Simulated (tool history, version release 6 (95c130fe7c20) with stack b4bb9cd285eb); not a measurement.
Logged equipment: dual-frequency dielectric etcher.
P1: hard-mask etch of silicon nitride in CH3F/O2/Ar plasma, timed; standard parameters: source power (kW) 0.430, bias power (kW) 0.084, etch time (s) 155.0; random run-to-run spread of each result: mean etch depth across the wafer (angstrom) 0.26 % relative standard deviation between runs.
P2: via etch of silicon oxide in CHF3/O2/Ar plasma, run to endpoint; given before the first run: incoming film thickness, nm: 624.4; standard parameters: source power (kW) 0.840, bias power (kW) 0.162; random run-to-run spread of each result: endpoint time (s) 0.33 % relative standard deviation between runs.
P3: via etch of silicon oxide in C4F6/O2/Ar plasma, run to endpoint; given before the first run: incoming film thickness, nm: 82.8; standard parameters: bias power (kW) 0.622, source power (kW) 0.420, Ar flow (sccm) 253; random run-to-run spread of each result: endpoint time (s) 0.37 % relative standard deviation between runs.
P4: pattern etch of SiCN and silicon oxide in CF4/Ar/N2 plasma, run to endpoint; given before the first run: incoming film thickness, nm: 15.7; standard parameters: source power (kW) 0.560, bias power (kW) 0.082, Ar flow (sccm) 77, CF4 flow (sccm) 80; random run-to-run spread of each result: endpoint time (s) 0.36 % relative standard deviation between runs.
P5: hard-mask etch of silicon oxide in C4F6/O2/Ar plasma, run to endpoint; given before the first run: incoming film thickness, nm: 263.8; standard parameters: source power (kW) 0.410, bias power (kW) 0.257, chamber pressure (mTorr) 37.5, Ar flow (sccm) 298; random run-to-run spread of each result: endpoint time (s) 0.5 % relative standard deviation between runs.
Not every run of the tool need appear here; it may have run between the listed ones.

run,hour,process that ran,source power (kW),bias power (kW),etch time (s),Ar flow (sccm),CF4 flow (sccm),chamber pressure (mTorr),mean etch depth across the wafer (angstrom),endpoint time (s)
1,13.6,P1,0.430,0.084,155.0,,,,1157.20,
2,22.0,P1,0.430,0.084,155.0,,,,1162.70,
3,29.5,P4,0.560,0.054,,77,80,,,15.775
4,44.1,P1,0.430,0.084,155.0,,,,1162.60,
5,54.1,P2,0.670,0.162,,,,,,319.420
6,67.9,P4,0.560,0.082,,77,48,,,14.947
7,83.3,P3,0.420,0.622,,253,,,,15.990
8,97.6,P3,0.420,0.622,,154,,,,15.173
9,111.0,P1,0.430,0.084,95.5,,,,716.01,
10,122.5,P1,0.430,0.084,155.0,,,,1164.30,
11,131.0,P4,0.560,0.082,,105,80,,,14.430
12,141.7,P1,0.600,0.084,155.0,,,,1324.00,
13,151.0,P5,0.410,0.257,,298,,37.5,,76.825
14,161.0,P5,0.410,0.257,,298,,37.5,,76.797
15,168.2,P2,0.840,0.229,,,,,,260.590
16,175.1,P2,0.840,0.162,,,,,,293.620
17,183.5,P1,0.430,0.053,155.0,,,,997.24,
18,192.3,P4,0.440,0.082,,77,80,,,17.169
19,202.0,P1,0.300,0.084,155.0,,,,1020.60,
20,212.0,P4,0.560,0.082,,77,80,,,13.806
21,220.6,P1,0.430,0.084,155.0,,,,1169.60,
22,233.7,P5,0.410,0.257,,298,,25.5,,72.702
23,244.3,P1,0.430,0.058,122.0,,,,811.61,
24,259.2,P1,0.430,0.102,155.0,,,,1245.20,
25,273.5,P3,0.420,0.384,,253,,,,19.237
26,284.2,P3,0.320,0.622,,253,,,,17.934
27,298.5,P5,0.410,0.305,,298,,37.5,,72.388
28,306.6,P1,0.430,0.084,199.0,,,,1492.10,
29,321.8,P5,0.250,0.257,,298,,37.5,,91.544
30,334.2,P5,0.410,0.257,,369,,37.5,,78.250
31,342.9,P1,0.430,0.084,155.0,,,,1165.30,
32,355.9,P1,0.430,0.084,155.0,,,,1167.30,
33,363.0,P1,0.430,0.084,155.0,,,,1175.30,
34,376.7,P1,0.430,0.084,155.0,,,,1179.70,
# hour 377.1: wet clean of the chamber
35,392.6,P1,0.430,0.084,155.0,,,,1185.00,
36,400.4,P1,0.430,0.084,155.0,,,,1181.90,
37,413.1,P1,0.430,0.084,155.0,,,,1178.40,

P1 has crept away from where it was. The log is fitted equally well by each of these 2 causes, at the sizes shown:
A: source power that arrives over what is set, % = 3.83
B: bias power that arrives over what is set, % = 4.07
The drift started at roughly hour 342.9.
Other possible causes, and why each is ruled out:
chamber walls in a state that raises the etch rate, %: its service at hour 377.1 followed the start of the drift and did not put the process back to its old value

Each of the check runs listed below is run on 2 wafers and reports their average, with the results left as question marks. Pick the one under which the possible causes would lead to clearly different results.
check 1,425.8,P5,0.410,0.257,,298,,37.5,,?
check 2,425.8,P4,0.560,0.082,,77,80,,,?
check 3,425.8,P2,0.840,0.162,,,,,,?
check 4,425.8,P3,0.420,0.622,,253,,,,?

Outcome of each check run for each possible cause:
check,result,if A,if B
check 1,endpoint time (s),75.312,75.372
check 2,endpoint time (s),13.412,13.689
check 3,endpoint time (s),288.540,289.040
check 4,endpoint time (s),15.901,15.875
Distance between the nearest two causes, measured in the result of the check that separates them most: check 1 0.08 %; check 2 2.04 %; check 3 0.17 %; check 4 0.16 %
Check 2 tells the causes apart: in the others they would give nearly the same result.

Running check 2 produced the following: endpoint time (s) 13.642. Which one of the listed causes fits?

It is B: bias power that arrives over what is set, %.
